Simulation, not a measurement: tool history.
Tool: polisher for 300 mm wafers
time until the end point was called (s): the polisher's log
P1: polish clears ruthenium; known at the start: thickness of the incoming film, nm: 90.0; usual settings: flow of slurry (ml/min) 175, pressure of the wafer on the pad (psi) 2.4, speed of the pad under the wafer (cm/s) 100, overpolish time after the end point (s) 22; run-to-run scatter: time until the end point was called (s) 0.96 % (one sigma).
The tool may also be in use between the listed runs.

run	hour	flow of slurry (ml/min)	pressure of the wafer on the pad (psi)	speed of the pad under the wafer (cm/s)	overpolish time after the end point (s)	time until the end point was called (s)
1	5.5	175	2.4	100	22	72.552
2	15.4	175	2.4	100	22	73.753
3	24.9	230	3.2	100	22	52.396
4	31.6	175	3.4	100	22	51.849
5	36.5	175	2.4	52	22	141.300
6	45.8	175	2.4	136	22	53.498
7	56.9	175	2.4	56	7	132.660
8	66.3	175	2.4	100	33	72.477
9	73.6	175	2.4	100	7	72.444
10	80.3	175	2.4	100	22	73.063
11	90.6	105	2.4	100	22	79.457
12	98.8	175	1.6	100	22	107.940
13	108.2	255	2.4	100	22	68.973
14	119.3	175	2.4	100	22	72.674
15	126.2	175	2.4	100	22	73.058
16	132.5	250	2.4	100	9	69.522
17	141.7	175	2.4	100	22	74.177
18	148.1	175	2.4	100	22	75.232
19	153.4	175	2.4	100	22	74.809
# hour 161.6: head pressure recalibrated
20	162.8	175	2.4	100	22	76.538
21	170.6	175	2.4	100	22	77.463

Run 22 comes next. What will it give?
22	176.3	175	2.4	100	22	?

Run 22 gave time until the end point was called (s) 76.268.

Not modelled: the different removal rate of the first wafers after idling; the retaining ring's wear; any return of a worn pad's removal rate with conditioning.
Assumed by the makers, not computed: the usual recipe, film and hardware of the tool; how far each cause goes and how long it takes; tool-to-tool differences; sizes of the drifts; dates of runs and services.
